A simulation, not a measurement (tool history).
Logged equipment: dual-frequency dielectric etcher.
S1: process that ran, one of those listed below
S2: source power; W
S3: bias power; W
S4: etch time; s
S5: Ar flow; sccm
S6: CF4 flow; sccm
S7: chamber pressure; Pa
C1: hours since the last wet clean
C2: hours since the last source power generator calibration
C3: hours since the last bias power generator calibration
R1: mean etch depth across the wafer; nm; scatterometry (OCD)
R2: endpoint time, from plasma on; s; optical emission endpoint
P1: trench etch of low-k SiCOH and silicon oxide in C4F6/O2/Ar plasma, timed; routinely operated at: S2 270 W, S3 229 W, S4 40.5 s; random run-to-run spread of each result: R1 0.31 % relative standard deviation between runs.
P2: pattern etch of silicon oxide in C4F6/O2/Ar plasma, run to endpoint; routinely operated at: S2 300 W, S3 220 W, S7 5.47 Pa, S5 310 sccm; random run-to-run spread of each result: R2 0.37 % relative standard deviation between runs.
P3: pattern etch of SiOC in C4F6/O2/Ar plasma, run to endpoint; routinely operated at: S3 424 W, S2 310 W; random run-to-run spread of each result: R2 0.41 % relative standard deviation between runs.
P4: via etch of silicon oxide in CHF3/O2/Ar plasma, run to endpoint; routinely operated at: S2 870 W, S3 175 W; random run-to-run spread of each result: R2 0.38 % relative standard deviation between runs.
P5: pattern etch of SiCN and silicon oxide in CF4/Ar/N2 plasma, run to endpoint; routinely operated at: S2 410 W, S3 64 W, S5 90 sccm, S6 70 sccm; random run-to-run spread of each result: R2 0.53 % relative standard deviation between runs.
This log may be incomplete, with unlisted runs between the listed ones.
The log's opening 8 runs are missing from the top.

Run 9, hour 52.8: S1 P1, S2 330 W, S3 229 W, S4 32.0 s; C1 466.8; C2 1779.2; C3 1501.7. Result: R1 106.650 nm.
Run 10, hour 59.8: S1 P1, S2 160 W, S3 229 W, S4 40.5 s; C1 473.8; C2 1786.2; C3 1508.7. Result: R1 102.970 nm.
Run 11, hour 68.3: S1 P1, S2 270 W, S3 229 W, S4 40.5 s; C1 482.3; C2 1794.7; C3 1517.2. Result: R1 124.830 nm.
Run 12, hour 76.4: S1 P2, S2 300 W, S3 220 W, S5 310 sccm, S7 6.73 Pa; C1 490.4; C2 1802.8; C3 1525.3. Result: R2 13.694 s.
Run 13, hour 81.7: S1 P4, S2 870 W, S3 129 W; C1 495.7; C2 1808.1; C3 1530.6. Result: R2 238.680 s.
Run 14, hour 89.3: S1 P2, S2 300 W, S3 220 W, S5 441 sccm, S7 5.47 Pa; C1 503.3; C2 1815.7; C3 1538.2. Result: R2 13.978 s.
Run 15, hour 95.2: S1 P3, S2 310 W, S3 424 W; C1 509.2; C2 1821.6; C3 1544.1. Result: R2 19.556 s.
Run 16, hour 99.9: S1 P2, S2 300 W, S3 131 W, S5 310 sccm, S7 5.47 Pa; C1 513.9; C2 1826.3; C3 1548.8. Result: R2 15.832 s.
Run 17, hour 107.0: S1 P1, S2 270 W, S3 276 W, S4 40.5 s; C1 521.0; C2 1833.4; C3 1555.9. Result: R1 133.500 nm.
Run 18, hour 114.9: S1 P5, S2 410 W, S3 82 W, S5 90 sccm, S6 70 sccm; C1 528.9; C2 1841.3; C3 1563.8. Result: R2 16.085 s.
Run 19, hour 119.8: S1 P4, S2 870 W, S3 175 W; C1 533.8; C2 1846.2; C3 1568.7. Result: R2 215.810 s.
Run 20, hour 123.8: S1 P5, S2 490 W, S3 64 W, S5 90 sccm, S6 70 sccm; C1 537.8; C2 1850.2; C3 1572.7. Result: R2 14.851 s.

For run 21, what comes out?
Run 21, hour 129.3: S1 P3, S2 400 W, S3 424 W; C1 543.3; C2 1855.7; C3 1578.2. Result: R2 ?.

Run 21 came out at R2 17.774 s.

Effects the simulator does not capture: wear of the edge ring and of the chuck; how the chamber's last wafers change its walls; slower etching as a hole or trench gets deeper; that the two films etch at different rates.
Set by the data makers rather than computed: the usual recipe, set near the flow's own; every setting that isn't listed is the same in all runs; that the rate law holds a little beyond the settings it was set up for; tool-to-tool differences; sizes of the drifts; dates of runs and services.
